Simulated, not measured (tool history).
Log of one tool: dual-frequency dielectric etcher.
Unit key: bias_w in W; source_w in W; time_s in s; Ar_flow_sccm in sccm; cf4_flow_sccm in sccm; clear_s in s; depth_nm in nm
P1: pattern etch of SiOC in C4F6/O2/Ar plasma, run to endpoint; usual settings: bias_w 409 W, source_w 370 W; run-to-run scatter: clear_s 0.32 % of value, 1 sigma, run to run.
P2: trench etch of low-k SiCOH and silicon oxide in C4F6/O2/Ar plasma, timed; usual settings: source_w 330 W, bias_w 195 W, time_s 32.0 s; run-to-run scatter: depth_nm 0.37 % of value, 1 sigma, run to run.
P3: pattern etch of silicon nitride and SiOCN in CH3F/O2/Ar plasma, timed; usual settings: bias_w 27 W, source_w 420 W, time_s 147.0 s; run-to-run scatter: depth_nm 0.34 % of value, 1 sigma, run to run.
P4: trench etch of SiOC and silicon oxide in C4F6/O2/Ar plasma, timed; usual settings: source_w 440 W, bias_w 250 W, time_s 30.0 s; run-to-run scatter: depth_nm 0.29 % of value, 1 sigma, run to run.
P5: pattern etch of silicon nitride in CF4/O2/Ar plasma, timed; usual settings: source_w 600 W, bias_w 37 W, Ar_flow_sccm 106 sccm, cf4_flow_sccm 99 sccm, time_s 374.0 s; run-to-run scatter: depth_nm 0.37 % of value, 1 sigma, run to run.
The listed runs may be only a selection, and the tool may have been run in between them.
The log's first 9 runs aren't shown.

run   hour  process  bias_w  source_w  time_s  Ar_flow_sccm  cf4_flow_sccm  hours since the last wet clean  hours since the last bias power generator calibration  hours since the last source power generator calibration  clear_s  depth_nm
 10  110.5       P5      37       600   205.5           106             99                           549.3                                                 1624.8                                                   1615.5            399.100
 11  117.7       P1     409       370                                                                556.5                                                 1632.0                                                   1622.7   11.638
 12  128.1       P1     409       370                                                                566.9                                                 1642.4                                                   1633.1   11.617
 13  134.1       P4     333       440    30.0                                                        572.9                                                 1648.4                                                   1639.1             75.572
 14  144.6       P4     250       440    30.0                                                        583.4                                                 1658.9                                                   1649.6             68.083
 15  153.9       P5      37       600   374.0           106             77                           592.7                                                 1668.2                                                   1658.9            705.950
 16  163.8       P1     409       370                                                                602.6                                                 1678.1                                                   1668.8   11.567
 17  174.6       P3      27       420   147.0                                                        613.4                                                 1688.9                                                   1679.6             21.517
 18  186.4       P5      52       600   374.0           106             99                           625.2                                                 1700.7                                                   1691.4            824.410
 19  198.8       P2     195       450    32.0                                                        637.6                                                 1713.1                                                   1703.8            102.310
 20  206.7       P4     250       600    30.0                                                        645.5                                                 1721.0                                                   1711.7             76.792
 21  218.4       P5      37       380   374.0           106             99                           657.2                                                 1732.7                                                   1723.4            491.940
 22  229.4       P1     409       370                                                                668.2                                                 1743.7                                                   1734.4   11.578
 23  238.5       P2     147       330    32.0                                                        677.3                                                 1752.8                                                   1743.5             82.902
 24  246.7       P2     195       330    32.0                                                        685.5                                                 1761.0                                                   1751.7             90.650
 25  259.9       P1     315       240                                                                698.7                                                 1774.2                                                   1764.9   14.944
 26  265.9       P5      37       600   374.0           106             99                           704.7                                                 1780.2                                                   1770.9            735.990
 27  275.1       P1     409       370                                                                713.9                                                 1789.4                                                   1780.1   11.674
 28  282.2       P3      27       420   147.0                                                        721.0                                                 1796.5                                                   1787.2             21.483
 29  289.9       P1     250       370                                                                728.7                                                 1804.2                                                   1794.9   13.742
 30  299.8       P5      37       600   374.0           106             99                           738.6                                                 1814.1                                                   1804.8            726.810

Run 31 has not been measured yet. What should we expect?
 31  313.0       P3      37       420   147.0                                                        751.8                                                 1827.3                                                   1818.0                  ?

Run 31 came out at depth_nm 24.733 nm.
